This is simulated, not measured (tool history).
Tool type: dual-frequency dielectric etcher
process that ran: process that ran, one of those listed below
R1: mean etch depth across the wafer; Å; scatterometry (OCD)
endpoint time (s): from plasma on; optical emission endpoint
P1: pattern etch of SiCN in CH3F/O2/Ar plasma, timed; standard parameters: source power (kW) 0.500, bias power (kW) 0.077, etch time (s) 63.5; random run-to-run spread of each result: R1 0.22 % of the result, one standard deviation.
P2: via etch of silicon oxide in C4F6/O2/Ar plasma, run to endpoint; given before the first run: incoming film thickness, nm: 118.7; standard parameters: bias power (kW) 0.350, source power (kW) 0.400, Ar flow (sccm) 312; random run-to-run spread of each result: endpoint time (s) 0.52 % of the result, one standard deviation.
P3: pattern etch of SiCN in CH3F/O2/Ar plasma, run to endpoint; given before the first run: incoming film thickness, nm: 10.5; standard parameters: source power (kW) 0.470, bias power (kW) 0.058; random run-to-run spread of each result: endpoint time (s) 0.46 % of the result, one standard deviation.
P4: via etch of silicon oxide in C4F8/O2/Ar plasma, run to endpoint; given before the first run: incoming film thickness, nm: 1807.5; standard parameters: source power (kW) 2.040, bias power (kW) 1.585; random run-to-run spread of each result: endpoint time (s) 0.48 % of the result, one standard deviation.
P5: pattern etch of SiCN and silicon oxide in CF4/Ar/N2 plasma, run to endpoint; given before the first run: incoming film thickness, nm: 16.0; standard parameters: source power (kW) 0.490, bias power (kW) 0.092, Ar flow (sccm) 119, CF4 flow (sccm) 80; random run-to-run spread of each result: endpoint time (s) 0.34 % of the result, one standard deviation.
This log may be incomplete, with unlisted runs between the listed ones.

run 1 hour=11.4 | process_that_ran=P1 source_power_(kW)=0.500 bias_power_(kW)=0.077 etch_time_(s)=63.5 | R1=271.92
run 2 hour=20.6 | process_that_ran=P4 source_power_(kW)=2.040 bias_power_(kW)=2.232 | endpoint_time_(s)=350.960
run 3 hour=28.5 | process_that_ran=P1 source_power_(kW)=0.500 bias_power_(kW)=0.077 etch_time_(s)=63.5 | R1=272.40
run 4 hour=44.0 | process_that_ran=P1 source_power_(kW)=0.500 bias_power_(kW)=0.077 etch_time_(s)=92.5 | R1=398.73
run 5 hour=58.2 | process_that_ran=P3 source_power_(kW)=0.470 bias_power_(kW)=0.058 | endpoint_time_(s)=29.116
run 6 hour=69.1 | process_that_ran=P5 source_power_(kW)=0.490 bias_power_(kW)=0.092 Ar_flow_(sccm)=148 CF4_flow_(sccm)=80 | endpoint_time_(s)=16.412
run 7 hour=77.5 | process_that_ran=P1 source_power_(kW)=0.500 bias_power_(kW)=0.046 etch_time_(s)=63.5 | R1=229.66
run 8 hour=87.8 | process_that_ran=P5 source_power_(kW)=0.490 bias_power_(kW)=0.092 Ar_flow_(sccm)=119 CF4_flow_(sccm)=80 | endpoint_time_(s)=15.822
run 9 hour=98.0 | process_that_ran=P2 source_power_(kW)=0.400 bias_power_(kW)=0.350 Ar_flow_(sccm)=229 | endpoint_time_(s)=27.927
-- hour=106.3 bias power generator calibrated
run 10 hour=111.3 | process_that_ran=P3 source_power_(kW)=0.340 bias_power_(kW)=0.058 | endpoint_time_(s)=32.980
run 11 hour=119.2 | process_that_ran=P2 source_power_(kW)=0.400 bias_power_(kW)=0.350 Ar_flow_(sccm)=312 | endpoint_time_(s)=28.926
run 12 hour=130.2 | process_that_ran=P1 source_power_(kW)=0.500 bias_power_(kW)=0.077 etch_time_(s)=63.5 | R1=273.33
run 13 hour=144.9 | process_that_ran=P5 source_power_(kW)=0.490 bias_power_(kW)=0.092 Ar_flow_(sccm)=119 CF4_flow_(sccm)=110 | endpoint_time_(s)=15.133
run 14 hour=162.1 | process_that_ran=P2 source_power_(kW)=0.510 bias_power_(kW)=0.350 Ar_flow_(sccm)=312 | endpoint_time_(s)=26.526
run 15 hour=178.0 | process_that_ran=P1 source_power_(kW)=0.500 bias_power_(kW)=0.077 etch_time_(s)=35.0 | R1=150.68
run 16 hour=195.8 | process_that_ran=P1 source_power_(kW)=0.690 bias_power_(kW)=0.077 etch_time_(s)=63.5 | R1=307.90
run 17 hour=205.2 | process_that_ran=P1 source_power_(kW)=0.500 bias_power_(kW)=0.107 etch_time_(s)=63.5 | R1=307.75
run 18 hour=214.9 | process_that_ran=P2 source_power_(kW)=0.400 bias_power_(kW)=0.482 Ar_flow_(sccm)=312 | endpoint_time_(s)=25.758
run 19 hour=231.0 | process_that_ran=P1 source_power_(kW)=0.330 bias_power_(kW)=0.101 etch_time_(s)=63.5 | R1=258.24
run 20 hour=249.0 | process_that_ran=P5 source_power_(kW)=0.490 bias_power_(kW)=0.092 Ar_flow_(sccm)=119 CF4_flow_(sccm)=80 | endpoint_time_(s)=15.920
run 21 hour=257.0 | process_that_ran=P4 source_power_(kW)=2.690 bias_power_(kW)=1.585 | endpoint_time_(s)=345.950
run 22 hour=271.9 | process_that_ran=P4 source_power_(kW)=2.040 bias_power_(kW)=1.585 | endpoint_time_(s)=387.910
run 23 hour=281.1 | process_that_ran=P1 source_power_(kW)=0.500 bias_power_(kW)=0.077 etch_time_(s)=63.5 | R1=272.94
run 24 hour=297.6 | process_that_ran=P1 source_power_(kW)=0.500 bias_power_(kW)=0.077 etch_time_(s)=63.5 | R1=272.74
run 25 hour=305.6 | process_that_ran=P5 source_power_(kW)=0.490 bias_power_(kW)=0.111 Ar_flow_(sccm)=119 CF4_flow_(sccm)=80 | endpoint_time_(s)=14.755
run 26 hour=316.4 | process_that_ran=P1 source_power_(kW)=0.370 bias_power_(kW)=0.077 etch_time_(s)=63.5 | R1=243.00
run 27 hour=331.1 | process_that_ran=P1 source_power_(kW)=0.500 bias_power_(kW)=0.077 etch_time_(s)=63.5 | R1=272.51
run 28 hour=339.0 | process_that_ran=P1 source_power_(kW)=0.410 bias_power_(kW)=0.077 etch_time_(s)=82.5 | R1=327.34
run 29 hour=351.6 | process_that_ran=P3 source_power_(kW)=0.470 bias_power_(kW)=0.079 | endpoint_time_(s)=26.128
run 30 hour=365.8 | process_that_ran=P5 source_power_(kW)=0.670 bias_power_(kW)=0.092 Ar_flow_(sccm)=119 CF4_flow_(sccm)=80 | endpoint_time_(s)=12.047
run 31 hour=381.5 | process_that_ran=P1 source_power_(kW)=0.500 bias_power_(kW)=0.077 etch_time_(s)=63.5 | R1=272.85
run 32 hour=396.6 | process_that_ran=P1 source_power_(kW)=0.500 bias_power_(kW)=0.077 etch_time_(s)=63.5 | R1=273.37
run 33 hour=405.8 | process_that_ran=P1 source_power_(kW)=0.500 bias_power_(kW)=0.077 etch_time_(s)=63.5 | R1=271.11
run 34 hour=418.2 | process_that_ran=P1 source_power_(kW)=0.500 bias_power_(kW)=0.077 etch_time_(s)=63.5 | R1=268.86
run 35 hour=426.6 | process_that_ran=P1 source_power_(kW)=0.500 bias_power_(kW)=0.077 etch_time_(s)=63.5 | R1=268.58
-- hour=440.4 wet clean of the chamber
run 36 hour=441.3 | process_that_ran=P1 source_power_(kW)=0.500 bias_power_(kW)=0.077 etch_time_(s)=63.5 | R1=268.46
run 37 hour=458.0 | process_that_ran=P1 source_power_(kW)=0.500 bias_power_(kW)=0.077 etch_time_(s)=63.5 | R1=268.86
run 38 hour=467.7 | process_that_ran=P1 source_power_(kW)=0.500 bias_power_(kW)=0.077 etch_time_(s)=63.5 | R1=267.82
run 39 hour=481.7 | process_that_ran=P1 source_power_(kW)=0.500 bias_power_(kW)=0.077 etch_time_(s)=63.5 | R1=268.07
run 40 hour=496.4 | process_that_ran=P1 source_power_(kW)=0.500 bias_power_(kW)=0.077 etch_time_(s)=63.5 | R1=267.83

The output of P1 has drifted from where it used to be. Each of the 2 causes below, taken at the size shown beside it, accounts for the log equally well:
A: source power that arrives under what is set, % = 4.44
B: bias power that arrives under what is set, % = 4.75
Onset of the creep was near hour 396.6.
All other causes, with the reason each is excluded:
chamber walls in a state that lowers the etch rate, %: serviced at hour 440.4, after the drift had started, without restoring the earlier output

The check runs listed below each take one wafer, and their results are still question marks. Under which run would the listed causes lead to clearly different results?
run check 1 hour=511.1 | process_that_ran=P4 source_power_(kW)=2.470 bias_power_(kW)=2.127 | endpoint_time_(s)=?
run check 2 hour=511.1 | process_that_ran=P3 source_power_(kW)=0.360 bias_power_(kW)=0.058 | endpoint_time_(s)=?
run check 3 hour=511.1 | process_that_ran=P2 source_power_(kW)=0.400 bias_power_(kW)=0.479 Ar_flow_(sccm)=312 | endpoint_time_(s)=?
run check 4 hour=511.1 | process_that_ran=P5 source_power_(kW)=0.490 bias_power_(kW)=0.092 Ar_flow_(sccm)=119 CF4_flow_(sccm)=109 | endpoint_time_(s)=?

Expected result of each check under each candidate cause:
check=check_1 result=endpoint_time_(s) if_A=335.900 if_B=334.440
check=check_2 result=endpoint_time_(s) if_A=32.808 if_B=32.780
check=check_3 result=endpoint_time_(s) if_A=26.311 if_B=26.344
check=check_4 result=endpoint_time_(s) if_A=15.835 if_B=15.467
Gap, in per cent, between the two causes that each check separates least, read from the result that separates them most: check 1 0.43 %; check 2 0.09 %; check 3 0.12 %; check 4 2.36 %
Check 4 tells the causes apart: in the others they would give nearly the same result.

Here is what check 4 returned: endpoint time (s) 15.448. Which cause is it?

Of the candidate causes, it is B: bias power that arrives under what is set, %.

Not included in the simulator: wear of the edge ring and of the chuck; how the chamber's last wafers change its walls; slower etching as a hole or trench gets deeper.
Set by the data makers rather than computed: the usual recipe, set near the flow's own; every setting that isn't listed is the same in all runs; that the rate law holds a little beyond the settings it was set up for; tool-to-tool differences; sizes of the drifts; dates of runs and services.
